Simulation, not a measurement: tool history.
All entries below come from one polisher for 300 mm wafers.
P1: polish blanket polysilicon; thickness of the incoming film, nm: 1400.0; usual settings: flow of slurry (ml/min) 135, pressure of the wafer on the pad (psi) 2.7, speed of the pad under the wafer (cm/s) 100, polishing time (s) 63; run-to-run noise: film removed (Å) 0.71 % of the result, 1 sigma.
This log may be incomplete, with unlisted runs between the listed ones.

| run | hour | flow of slurry (ml/min) | pressure of the wafer on the pad (psi) | speed of the pad under the wafer (cm/s) | polishing time (s) | wafers polished on this pad | hours since the slurry nozzle was cleaned | hours since the head pressure was calibrated | film removed (Å) |
|---|---|---|---|---|---|---|---|---|---|
| 1 | 12.9 | 135 | 2.7 | 100 | 63 | 487 | 389.1 | 372.1 | 4929 |
| 2 | 27.5 | 135 | 1.2 | 100 | 63 | 667 | 403.7 | 386.7 | 2180.6 |
| 3 | 45.2 | 135 | 2.7 | 52 | 63 | 886 | 421.4 | 404.4 | 2555.9 |
| 4 | 60.7 | 135 | 4.2 | 100 | 63 | 1077 | 436.9 | 419.9 | 7638.8 |
| 5 | 76 | 135 | 2.7 | 100 | 99 | 1266 | 452.2 | 435.2 | 7743.2 |
| 6 | 91.3 | 135 | 2.7 | 68 | 45 | 1455 | 467.5 | 450.5 | 2383.3 |
| 7 | 104.5 | 175 | 2.7 | 100 | 63 | 1618 | 480.7 | 463.7 | 5196.6 |
| 8 | 118.5 | 80 | 2.7 | 100 | 40 | 1791 | 494.7 | 477.7 | 2771.5 |
| 9 | 134 | 135 | 2.7 | 100 | 63 | 1983 | 510.2 | 493.2 | 4928.3 |
| 10 | 151.2 | 135 | 2.7 | 158 | 63 | 2195 | 527.4 | 510.4 | 7795 |
| 11 | 168.5 | 135 | 2.7 | 100 | 63 | 2409 | 544.7 | 527.7 | 4956.9 |
| 12 | 186.4 | 135 | 2.7 | 100 | 28 | 2630 | 562.6 | 545.6 | 2199.4 |
| 13 | 195.6 | 135 | 2.7 | 100 | 63 | 2744 | 571.8 | 554.8 | 4974.6 |
| 14 | 209.6 | 100 | 2.7 | 100 | 84 | 2917 | 585.8 | 568.8 | 6167 |
| 15 | 226.8 | 135 | 2.7 | 100 | 63 | 3129 | 603 | 586 | 4959.5 |
| 16 | 238.8 | 80 | 2.7 | 100 | 63 | 3278 | 615 | 598 | 4341.7 |
| 17 | 257.3 | 135 | 2.7 | 100 | 63 | 3506 | 633.5 | 616.5 | 4915.2 |
| 18 | 268.7 | 135 | 2.7 | 100 | 63 | 3647 | 644.9 | 627.9 | 4778 |
| 19 | 281.4 | 135 | 2.7 | 100 | 63 | 3804 | 657.6 | 640.6 | 4731.1 |
|  | 293.3 | head pressure recalibrated |
| 20 | 293.5 | 135 | 2.7 | 100 | 63 | 3953 | 669.7 | 0.3 | 4627.3 |

Run 21, settings as shown, results not yet in. Your forecast:
| 21 | 307.6 | 135 | 2.7 | 100 | 63 | 4128 | 683.8 | 14.4 | ? |

Run 21 gave film removed (Å) 4624.2.
